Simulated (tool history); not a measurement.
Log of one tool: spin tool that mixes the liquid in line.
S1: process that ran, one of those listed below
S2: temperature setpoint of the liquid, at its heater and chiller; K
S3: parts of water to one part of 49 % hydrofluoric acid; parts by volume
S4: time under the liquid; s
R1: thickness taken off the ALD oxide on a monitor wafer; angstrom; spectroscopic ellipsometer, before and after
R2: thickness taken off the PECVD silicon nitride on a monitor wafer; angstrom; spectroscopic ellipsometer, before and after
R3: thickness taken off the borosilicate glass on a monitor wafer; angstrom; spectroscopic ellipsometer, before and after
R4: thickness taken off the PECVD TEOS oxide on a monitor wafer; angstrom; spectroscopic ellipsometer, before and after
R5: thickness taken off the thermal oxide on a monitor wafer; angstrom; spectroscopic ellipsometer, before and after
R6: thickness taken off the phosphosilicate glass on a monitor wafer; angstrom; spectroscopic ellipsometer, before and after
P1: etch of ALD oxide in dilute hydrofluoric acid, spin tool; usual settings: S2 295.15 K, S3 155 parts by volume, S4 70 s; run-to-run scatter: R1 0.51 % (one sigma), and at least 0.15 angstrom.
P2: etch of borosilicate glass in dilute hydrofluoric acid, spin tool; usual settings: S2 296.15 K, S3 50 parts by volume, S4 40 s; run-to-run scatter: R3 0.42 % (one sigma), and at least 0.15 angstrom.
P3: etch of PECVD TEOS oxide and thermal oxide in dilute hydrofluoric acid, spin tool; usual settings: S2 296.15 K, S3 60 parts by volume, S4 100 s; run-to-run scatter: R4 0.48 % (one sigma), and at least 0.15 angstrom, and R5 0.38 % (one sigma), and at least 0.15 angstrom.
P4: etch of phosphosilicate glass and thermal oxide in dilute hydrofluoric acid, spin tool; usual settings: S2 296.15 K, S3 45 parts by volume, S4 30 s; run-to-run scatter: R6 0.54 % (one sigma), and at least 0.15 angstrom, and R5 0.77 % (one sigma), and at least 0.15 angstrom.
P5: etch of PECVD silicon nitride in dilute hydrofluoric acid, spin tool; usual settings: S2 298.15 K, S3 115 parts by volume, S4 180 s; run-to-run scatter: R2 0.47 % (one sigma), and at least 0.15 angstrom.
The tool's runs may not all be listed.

run,day,S1,S2,S3,S4,R1,R2,R3,R4,R5,R6
1,0.371,P1,295.15,155,70,54.872,,,,,
2,0.933,P5,298.15,115,180,,62.795,,,,
3,1.308,P1,295.15,155,70,54.900,,,,,
4,1.921,P2,296.15,50,40,,,199.57,,,
5,2.371,P2,303.15,50,40,,,259.56,,,
6,2.904,P1,290.15,155,70,45.242,,,,,
7,3.292,P1,295.15,245,70,31.707,,,,,
8,3.917,P3,296.15,35,100,,,,348.00,140.020,
9,4.546,P4,292.65,45,30,,,,,26.784,608.81
10,4.983,P5,298.15,115,55,,19.722,,,,
11,5.492,P3,290.15,60,100,,,,152.87,61.780,
12,5.971,P4,296.15,20,30,,,,,71.455,1637.50
13,6.350,P1,295.15,155,70,55.080,,,,,
14,6.983,P4,296.15,45,30,,,,,31.362,707.19
15,7.396,P1,291.65,155,95,65.043,,,,,
16,8.046,P1,295.15,155,70,55.867,,,,,
17,8.679,P1,295.15,55,70,174.820,,,,,
18,8.996,P5,290.65,115,180,,38.859,,,,
19,9.604,P1,295.15,155,130,103.280,,,,,
20,10.221,P2,296.15,20,40,,,514.65,,,
21,10.862,P1,295.15,155,70,55.452,,,,,
22,11.279,P1,295.15,100,120,156.070,,,,,
23,11.946,P4,296.15,45,15,,,,,15.115,350.80
24,12.492,P1,302.15,155,70,72.071,,,,,
25,13.021,P2,296.15,50,40,,,198.57,,,
26,13.346,P3,296.15,60,100,,,,197.69,79.676,
27,13.800,P3,296.15,60,150,,,,295.56,118.950,
28,14.442,P1,295.15,155,20,15.764,,,,,
29,15.000,P5,298.15,185,180,,39.771,,,,
30,15.700,P2,296.15,50,70,,,347.38,,,
31,16.271,P1,295.15,155,70,54.819,,,,,
32,16.629,P1,295.15,155,70,55.265,,,,,
33,17.008,P1,295.15,155,70,54.537,,,,,
34,17.704,P1,295.15,155,70,54.019,,,,,
35,18.317,P1,295.15,155,70,53.325,,,,,
36,18.942,P1,295.15,155,70,52.821,,,,,
37,19.446,P1,295.15,155,70,52.541,,,,,
38,20.117,P1,295.15,155,70,52.388,,,,,
39,20.704,P1,295.15,155,70,52.179,,,,,
40,21.254,P1,295.15,155,70,51.802,,,,,
41,21.704,P1,295.15,155,70,52.371,,,,,
42,22.146,P1,295.15,155,70,51.797,,,,,
43,22.833,P1,295.15,155,70,51.951,,,,,
44,23.542,P1,295.15,155,70,51.881,,,,,

What P1 gives has crept away from where it was. These 2 causes fit the log equally well, each at the size given:
A: liquid colder than its thermometer reads (K) = 1.65
B: hydrofluoric acid flow below the setpoint (%) = 5.36
The creep began at about day 17.008.

4 check runs are offered, one wafer each, their results left as question marks. Which one tells the causes apart?
check 1,24.250,P3,296.15,60,100,,,,?,?,
check 2,24.250,P2,296.15,50,40,,,?,,,
check 3,24.250,P4,296.15,45,30,,,,,?,?
check 4,24.250,P5,298.15,115,180,,?,,,,

What each check would give under each cause:
check,result,if A,if B
check 1,R4,184.46,186.11
check 1,R5,74.056,74.720
check 2,R3,185.00,186.90
check 3,R5,28.726,29.035
check 3,R6,657.38,664.46
check 4,R2,57.232,60.363
How far apart the two closest causes lie, in the result that separates them most: check 1 0.89 %; check 2 1.02 %; check 3 1.07 %; check 4 5.33 %
Only check 4 tells the causes apart: in the others they would give nearly the same result.

Then check 4 was run and gave: R2 60.439 angstrom. Which cause is it?

It is B: hydrofluoric acid flow below the setpoint (%).
